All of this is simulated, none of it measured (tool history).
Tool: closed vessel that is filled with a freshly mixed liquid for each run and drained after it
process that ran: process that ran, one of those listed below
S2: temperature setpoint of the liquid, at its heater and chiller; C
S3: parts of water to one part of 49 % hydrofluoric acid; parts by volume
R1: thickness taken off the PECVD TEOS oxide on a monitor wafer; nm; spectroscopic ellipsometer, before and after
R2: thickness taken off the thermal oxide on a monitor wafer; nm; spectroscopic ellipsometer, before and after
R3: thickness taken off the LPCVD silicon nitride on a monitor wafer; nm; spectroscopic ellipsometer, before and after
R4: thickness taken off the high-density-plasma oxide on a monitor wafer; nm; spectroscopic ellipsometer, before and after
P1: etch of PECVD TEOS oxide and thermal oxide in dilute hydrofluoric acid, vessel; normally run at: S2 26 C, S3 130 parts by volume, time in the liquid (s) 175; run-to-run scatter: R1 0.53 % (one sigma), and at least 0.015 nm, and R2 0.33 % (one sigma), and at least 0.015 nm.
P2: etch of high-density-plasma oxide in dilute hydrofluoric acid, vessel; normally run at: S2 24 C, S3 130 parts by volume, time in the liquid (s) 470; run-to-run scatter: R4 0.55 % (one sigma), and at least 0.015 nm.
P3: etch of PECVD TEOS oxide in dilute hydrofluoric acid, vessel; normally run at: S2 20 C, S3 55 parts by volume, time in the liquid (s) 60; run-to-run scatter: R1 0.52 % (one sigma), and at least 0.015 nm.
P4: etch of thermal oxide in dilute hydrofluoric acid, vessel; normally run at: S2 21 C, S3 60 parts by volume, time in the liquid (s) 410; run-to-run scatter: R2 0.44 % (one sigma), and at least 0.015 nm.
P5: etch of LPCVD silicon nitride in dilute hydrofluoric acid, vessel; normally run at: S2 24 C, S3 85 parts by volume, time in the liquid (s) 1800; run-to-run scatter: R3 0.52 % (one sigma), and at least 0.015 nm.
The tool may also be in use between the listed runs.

{"run": 1, "hour": 6.2, "process that ran": "P1", "S2": 26, "S3": 130, "time in the liquid (s)": 175, "R1": 25.998, "R2": 6.6148}
{"run": 2, "hour": 13.8, "process that ran": "P5", "S2": 28.5, "S3": 85, "time in the liquid (s)": 1800, "R3": 14.391}
{"run": 3, "hour": 20.1, "process that ran": "P3", "S2": 20, "S3": 105, "time in the liquid (s)": 60, "R1": 4.6615}
{"run": 4, "hour": 27.9, "process that ran": "P4", "S2": 21, "S3": 60, "time in the liquid (s)": 30, "R2": 2.0334}
{"run": 5, "hour": 36.9, "process that ran": "P1", "S2": 32, "S3": 130, "time in the liquid (s)": 175, "R1": 32.666, "R2": 8.2414}
{"run": 6, "hour": 43.9, "process that ran": "P5", "S2": 24, "S3": 130, "time in the liquid (s)": 1800, "R3": 6.994}
{"run": 7, "hour": 51.6, "process that ran": "P1", "S2": 26, "S3": 130, "time in the liquid (s)": 290, "R1": 42.947, "R2": 10.988}
{"run": 8, "hour": 57.6, "process that ran": "P1", "S2": 26, "S3": 130, "time in the liquid (s)": 175, "R1": 26.043, "R2": 6.6393}
{"run": 9, "hour": 66.3, "process that ran": "P1", "S2": 26, "S3": 130, "time in the liquid (s)": 175, "R1": 26.179, "R2": 6.6001}
{"run": 10, "hour": 73.0, "process that ran": "P1", "S2": 26, "S3": 130, "time in the liquid (s)": 40, "R1": 6.0226, "R2": 1.5212}
{"run": 11, "hour": 82.9, "process that ran": "P3", "S2": 20, "S3": 55, "time in the liquid (s)": 60, "R1": 9.3514}
{"run": 12, "hour": 91.2, "process that ran": "P1", "S2": 26, "S3": 55, "time in the liquid (s)": 335, "R1": 129.69, "R2": 33.007}
{"run": 13, "hour": 98.7, "process that ran": "P1", "S2": 26, "S3": 200, "time in the liquid (s)": 175, "R1": 15.557, "R2": 4.0127}
{"run": 14, "hour": 105.2, "process that ran": "P2", "S2": 24, "S3": 130, "time in the liquid (s)": 30, "R4": 2.298}
{"run": 15, "hour": 111.7, "process that ran": "P2", "S2": 31.5, "S3": 130, "time in the liquid (s)": 470, "R4": 47.501}
{"run": 16, "hour": 117.7, "process that ran": "P1", "S2": 26, "S3": 40, "time in the liquid (s)": 175, "R1": 95.765, "R2": 24.197}
{"run": 17, "hour": 123.1, "process that ran": "P5", "S2": 24, "S3": 85, "time in the liquid (s)": 1800, "R3": 10.614}
{"run": 18, "hour": 131.6, "process that ran": "P4", "S2": 27, "S3": 60, "time in the liquid (s)": 410, "R2": 35.758}
{"run": 19, "hour": 138.0, "process that ran": "P1", "S2": 26, "S3": 130, "time in the liquid (s)": 175, "R1": 26.261, "R2": 6.6853}
{"run": 20, "hour": 142.4, "process that ran": "P3", "S2": 17, "S3": 55, "time in the liquid (s)": 60, "R1": 8.3381}
{"run": 21, "hour": 152.5, "process that ran": "P4", "S2": 21, "S3": 60, "time in the liquid (s)": 410, "R2": 28.109}
{"run": 22, "hour": 162.0, "process that ran": "P1", "S2": 18, "S3": 130, "time in the liquid (s)": 175, "R1": 19.027, "R2": 4.857}
{"run": 23, "hour": 170.5, "process that ran": "P1", "S2": 26, "S3": 180, "time in the liquid (s)": 335, "R1": 33.827, "R2": 8.6922}
{"run": 24, "hour": 179.8, "process that ran": "P4", "S2": 21, "S3": 60, "time in the liquid (s)": 410, "R2": 28.136}
{"run": 25, "hour": 185.1, "process that ran": "P2", "S2": 24, "S3": 80, "time in the liquid (s)": 470, "R4": 62.583}
{"run": 26, "hour": 194.0, "process that ran": "P2", "S2": 24, "S3": 130, "time in the liquid (s)": 470, "R4": 36.003}
{"run": 27, "hour": 203.3, "process that ran": "P1", "S2": 26, "S3": 130, "time in the liquid (s)": 175, "R1": 26.083, "R2": 6.6054}
{"run": 28, "hour": 208.5, "process that ran": "P3", "S2": 20, "S3": 55, "time in the liquid (s)": 60, "R1": 9.4061}
{"run": 29, "hour": 215.6, "process that ran": "P1", "S2": 22.5, "S3": 130, "time in the liquid (s)": 305, "R1": 39.766, "R2": 10.108}
{"run": 30, "hour": 224.7, "process that ran": "P3", "S2": 20, "S3": 55, "time in the liquid (s)": 30, "R1": 4.7211}
{"run": 31, "hour": 230.7, "process that ran": "P4", "S2": 21, "S3": 105, "time in the liquid (s)": 410, "R2": 15.248}
{"run": 32, "hour": 237.1, "process that ran": "P2", "S2": 24, "S3": 130, "time in the liquid (s)": 470, "R4": 35.674}
{"run": 33, "hour": 242.9, "process that ran": "P5", "S2": 24, "S3": 85, "time in the liquid (s)": 3205, "R3": 18.995}
{"run": 34, "hour": 252.9, "process that ran": "P1", "S2": 26, "S3": 130, "time in the liquid (s)": 175, "R1": 26.157, "R2": 6.6131}
{"run": 35, "hour": 258.8, "process that ran": "P1", "S2": 26, "S3": 130, "time in the liquid (s)": 175, "R1": 25.301, "R2": 6.5082}
{"run": 36, "hour": 269.0, "process that ran": "P1", "S2": 26, "S3": 130, "time in the liquid (s)": 175, "R1": 25.022, "R2": 6.3403}
{"run": 37, "hour": 277.0, "process that ran": "P1", "S2": 26, "S3": 130, "time in the liquid (s)": 175, "R1": 24.59, "R2": 6.2511}
{"run": 38, "hour": 287.0, "process that ran": "P1", "S2": 26, "S3": 130, "time in the liquid (s)": 175, "R1": 24.543, "R2": 6.2506}
{"run": 39, "hour": 294.5, "process that ran": "P1", "S2": 26, "S3": 130, "time in the liquid (s)": 175, "R1": 24.399, "R2": 6.1527}
{"run": 40, "hour": 303.5, "process that ran": "P1", "S2": 26, "S3": 130, "time in the liquid (s)": 175, "R1": 24.187, "R2": 6.1375}
{"run": 41, "hour": 309.3, "process that ran": "P1", "S2": 26, "S3": 130, "time in the liquid (s)": 175, "R1": 23.848, "R2": 6.1545}
{"run": 42, "hour": 319.1, "process that ran": "P1", "S2": 26, "S3": 130, "time in the liquid (s)": 175, "R1": 23.914, "R2": 6.0939}
{"run": 43, "hour": 326.9, "process that ran": "P1", "S2": 26, "S3": 130, "time in the liquid (s)": 175, "R1": 23.831, "R2": 6.1196}
{"run": 44, "hour": 334.1, "process that ran": "P1", "S2": 26, "S3": 130, "time in the liquid (s)": 175, "R1": 23.815, "R2": 6.0251}
{"run": 45, "hour": 342.5, "process that ran": "P1", "S2": 26, "S3": 130, "time in the liquid (s)": 175, "R1": 23.94, "R2": 6.0654}

What P1 gives has crept away from where it was. These 2 causes fit the log equally well, each at the size given:
A: liquid colder than its thermometer reads (K) = 2.25
B: hydrofluoric acid flow below the setpoint (%) = 7.15
The creep began at about hour 252.9.

4 check runs are offered, one wafer each, their results left as question marks. Which one tells the causes apart?
{"run": "check 1", "hour": 350.9, "process that ran": "P4", "S2": 21, "S3": 80, "time in the liquid (s)": 110, "R2": "?"}
{"run": "check 2", "hour": 350.9, "process that ran": "P5", "S2": 24, "S3": 125, "time in the liquid (s)": 3175, "R3": "?"}
{"run": "check 3", "hour": 350.9, "process that ran": "P2", "S2": 31, "S3": 130, "time in the liquid (s)": 470, "R4": "?"}
{"run": "check 4", "hour": 350.9, "process that ran": "P3", "S2": 17, "S3": 105, "time in the liquid (s)": 60, "R1": "?"}

What each check would give under each cause:
check=check_1 result=R2 if_A=5.0279 if_B=5.0903
check=check_2 result=R3 if_A=11.083 if_B=11.943
check=check_3 result=R4 if_A=43.003 if_B=42.765
check=check_4 result=R1 if_A=3.7277 if_B=3.7768
How far apart the two closest causes lie, in the result that separates them most: check 1 1.23 %; check 2 7.47 %; check 3 0.56 %; check 4 1.31 %
Only check 2 tells the causes apart: in the others they would give nearly the same result.

Then check 2 was run and gave: R3 11.127 nm. Which cause is it?

It is A: liquid colder than its thermometer reads (K).
